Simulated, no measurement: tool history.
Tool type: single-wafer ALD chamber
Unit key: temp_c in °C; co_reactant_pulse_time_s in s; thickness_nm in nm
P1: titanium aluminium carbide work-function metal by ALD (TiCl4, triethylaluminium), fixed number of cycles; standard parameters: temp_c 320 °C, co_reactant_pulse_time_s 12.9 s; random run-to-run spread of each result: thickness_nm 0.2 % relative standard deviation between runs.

run 1 hour=9.1 | temp_c=320 co_reactant_pulse_time_s=12.9 | thickness_nm=2.2038
run 2 hour=17.4 | temp_c=320 co_reactant_pulse_time_s=12.9 | thickness_nm=2.2021
run 3 hour=24.3 | temp_c=307 co_reactant_pulse_time_s=19.74 | thickness_nm=2.1159
run 4 hour=33.4 | temp_c=320 co_reactant_pulse_time_s=12.9 | thickness_nm=2.2111
run 5 hour=37.9 | temp_c=320 co_reactant_pulse_time_s=12.9 | thickness_nm=2.206
run 6 hour=47.3 | temp_c=320 co_reactant_pulse_time_s=5.2 | thickness_nm=1.858
run 7 hour=52 | temp_c=320 co_reactant_pulse_time_s=12.9 | thickness_nm=2.1955
run 8 hour=57.4 | temp_c=298 co_reactant_pulse_time_s=6.58 | thickness_nm=1.8211
run 9 hour=62.2 | temp_c=320 co_reactant_pulse_time_s=12.9 | thickness_nm=2.2116
run 10 hour=66.9 | temp_c=342 co_reactant_pulse_time_s=12.9 | thickness_nm=2.4091
run 11 hour=76.5 | temp_c=305 co_reactant_pulse_time_s=21.07 | thickness_nm=2.097
run 12 hour=86.6 | temp_c=298 co_reactant_pulse_time_s=12.9 | thickness_nm=2.0149
run 13 hour=96.1 | temp_c=320 co_reactant_pulse_time_s=18.42 | thickness_nm=2.2223

Forecast run 14:
run 14 hour=101.9 | temp_c=320 co_reactant_pulse_time_s=12.9 | thickness_nm=?

{"run 14": {"thickness_nm": 2.2027}}

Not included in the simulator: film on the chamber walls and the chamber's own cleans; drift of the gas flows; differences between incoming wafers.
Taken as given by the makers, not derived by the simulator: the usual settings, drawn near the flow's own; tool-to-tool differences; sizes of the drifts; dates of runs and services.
